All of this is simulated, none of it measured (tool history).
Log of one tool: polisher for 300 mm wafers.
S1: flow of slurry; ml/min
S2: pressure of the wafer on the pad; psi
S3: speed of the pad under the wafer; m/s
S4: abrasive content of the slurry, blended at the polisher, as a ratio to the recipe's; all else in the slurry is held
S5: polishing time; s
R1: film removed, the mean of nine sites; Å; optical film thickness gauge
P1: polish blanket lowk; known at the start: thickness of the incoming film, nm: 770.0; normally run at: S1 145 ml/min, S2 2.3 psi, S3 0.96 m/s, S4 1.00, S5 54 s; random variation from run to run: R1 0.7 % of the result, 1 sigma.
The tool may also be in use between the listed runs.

Run 1, hour 12.3: S1 145 ml/min, S2 2.3 psi, S3 0.96 m/s, S4 1.00, S5 54 s. Result: R1 254.61 Å.
Run 2, hour 26.2: S1 145 ml/min, S2 2.3 psi, S3 0.96 m/s, S4 1.00, S5 54 s. Result: R1 254.33 Å.
Run 3, hour 36.2: S1 145 ml/min, S2 3.1 psi, S3 0.96 m/s, S4 1.00, S5 54 s. Result: R1 344.60 Å.
Run 4, hour 49.0: S1 145 ml/min, S2 2.3 psi, S3 0.96 m/s, S4 1.00, S5 24 s. Result: R1 113.66 Å.
Run 5, hour 56.9: S1 200 ml/min, S2 2.3 psi, S3 0.96 m/s, S4 1.00, S5 54 s. Result: R1 264.84 Å.
Run 6, hour 64.1: S1 145 ml/min, S2 2.3 psi, S3 0.96 m/s, S4 1.00, S5 54 s. Result: R1 255.56 Å.
Run 7, hour 76.3: S1 145 ml/min, S2 1.0 psi, S3 0.96 m/s, S4 1.00, S5 54 s. Result: R1 111.52 Å.
Run 8, hour 88.7: S1 145 ml/min, S2 2.3 psi, S3 0.96 m/s, S4 1.50, S5 54 s. Result: R1 301.67 Å.
Run 9, hour 98.7: S1 145 ml/min, S2 2.3 psi, S3 0.44 m/s, S4 1.00, S5 54 s. Result: R1 134.58 Å.
Run 10, hour 107.3: S1 145 ml/min, S2 2.3 psi, S3 1.30 m/s, S4 1.00, S5 33 s. Result: R1 194.89 Å.
Run 11, hour 121.2: S1 100 ml/min, S2 2.3 psi, S3 0.96 m/s, S4 1.00, S5 54 s. Result: R1 233.96 Å.
Run 12, hour 129.2: S1 145 ml/min, S2 2.3 psi, S3 0.96 m/s, S4 1.00, S5 54 s. Result: R1 254.36 Å.
Run 13, hour 140.6: S1 145 ml/min, S2 2.3 psi, S3 0.96 m/s, S4 1.00, S5 81 s. Result: R1 378.49 Å.
At hour 146.8: head pressure recalibrated.
Run 14, hour 155.2: S1 145 ml/min, S2 2.3 psi, S3 1.32 m/s, S4 1.00, S5 54 s. Result: R1 328.10 Å.
Run 15, hour 164.5: S1 145 ml/min, S2 2.3 psi, S3 0.96 m/s, S4 1.00, S5 54 s. Result: R1 251.38 Å.
Run 16, hour 175.0: S1 145 ml/min, S2 2.3 psi, S3 0.96 m/s, S4 0.70, S5 54 s. Result: R1 211.02 Å.
Run 17, hour 183.8: S1 145 ml/min, S2 2.3 psi, S3 0.96 m/s, S4 1.45, S5 33 s. Result: R1 179.47 Å.
Run 18, hour 197.7: S1 145 ml/min, S2 2.3 psi, S3 0.96 m/s, S4 1.00, S5 54 s. Result: R1 251.02 Å.
Run 19, hour 211.8: S1 145 ml/min, S2 2.3 psi, S3 0.96 m/s, S4 1.00, S5 54 s. Result: R1 239.80 Å.
Run 20, hour 220.3: S1 145 ml/min, S2 2.3 psi, S3 0.96 m/s, S4 1.00, S5 54 s. Result: R1 235.85 Å.
Run 21, hour 232.4: S1 145 ml/min, S2 2.3 psi, S3 0.96 m/s, S4 1.00, S5 54 s. Result: R1 233.23 Å.
At hour 238.7: conditioning disc replaced and pad reconditioned.
Run 22, hour 242.1: S1 145 ml/min, S2 2.3 psi, S3 0.96 m/s, S4 1.00, S5 54 s. Result: R1 230.43 Å.
Run 23, hour 249.1: S1 145 ml/min, S2 2.3 psi, S3 0.96 m/s, S4 1.00, S5 54 s. Result: R1 226.26 Å.
At hour 251.9: head pressure recalibrated.
Run 24, hour 257.7: S1 145 ml/min, S2 2.3 psi, S3 0.96 m/s, S4 1.00, S5 54 s. Result: R1 229.79 Å.
At hour 258.8: slurry nozzle cleaned.
Run 25, hour 267.4: S1 145 ml/min, S2 2.3 psi, S3 0.96 m/s, S4 1.00, S5 54 s. Result: R1 223.37 Å.
Run 26, hour 278.3: S1 145 ml/min, S2 2.3 psi, S3 0.96 m/s, S4 1.00, S5 54 s. Result: R1 226.05 Å.
Run 27, hour 288.6: S1 145 ml/min, S2 2.3 psi, S3 0.96 m/s, S4 1.00, S5 54 s. Result: R1 223.83 Å.
Run 28, hour 298.1: S1 145 ml/min, S2 2.3 psi, S3 0.96 m/s, S4 1.00, S5 54 s. Result: R1 224.22 Å.

What P1 gives has crept away from where it was. These 2 causes fit the log equally well, each at the size given:
A: abrasive missing from the slurry, % = 22.1
B: removal rate lost through wear of the pad, % = 11.4
The creep began at about hour 197.7.
Why every other cause is out:
slurry flow missing at the pad, %: serviced at hour 258.8, which brought nothing back
head's pressure below its setpoint, %: serviced at hour 251.9, which brought nothing back
time polished since the conditioner stopped cutting, s: serviced at hour 238.7, which brought nothing back

4 check runs are offered, each on 5 wafers whose results are averaged, their results left as question marks. Which one tells the causes apart?
Run check 1, hour 307.6: S1 145 ml/min, S2 2.3 psi, S3 0.96 m/s, S4 1.00, S5 26 s. Result: R1 ?.
Run check 2, hour 307.6: S1 190 ml/min, S2 2.3 psi, S3 0.96 m/s, S4 1.00, S5 65 s. Result: R1 ?.
Run check 3, hour 307.6: S1 145 ml/min, S2 2.3 psi, S3 0.66 m/s, S4 1.45, S5 54 s. Result: R1 ?.
Run check 4, hour 307.6: S1 145 ml/min, S2 1.3 psi, S3 0.96 m/s, S4 1.00, S5 54 s. Result: R1 ?.

What each check would give under each cause:
  check  result    if A    if B
check 1      R1  108.06  108.09
check 2      R1  281.88  281.95
check 3      R1  198.08  193.67
check 4      R1  126.86  126.89
How far apart the two closest causes lie, in the result that separates them most: check 1 0.03 %; check 2 0.03 %; check 3 2.25 %; check 4 0.03 %
Check 3 tells the causes apart: in the others they would give nearly the same result.

Then check 3 was run and gave: R1 192.85 Å. Which cause is it?

It is B: removal rate lost through wear of the pad, %.
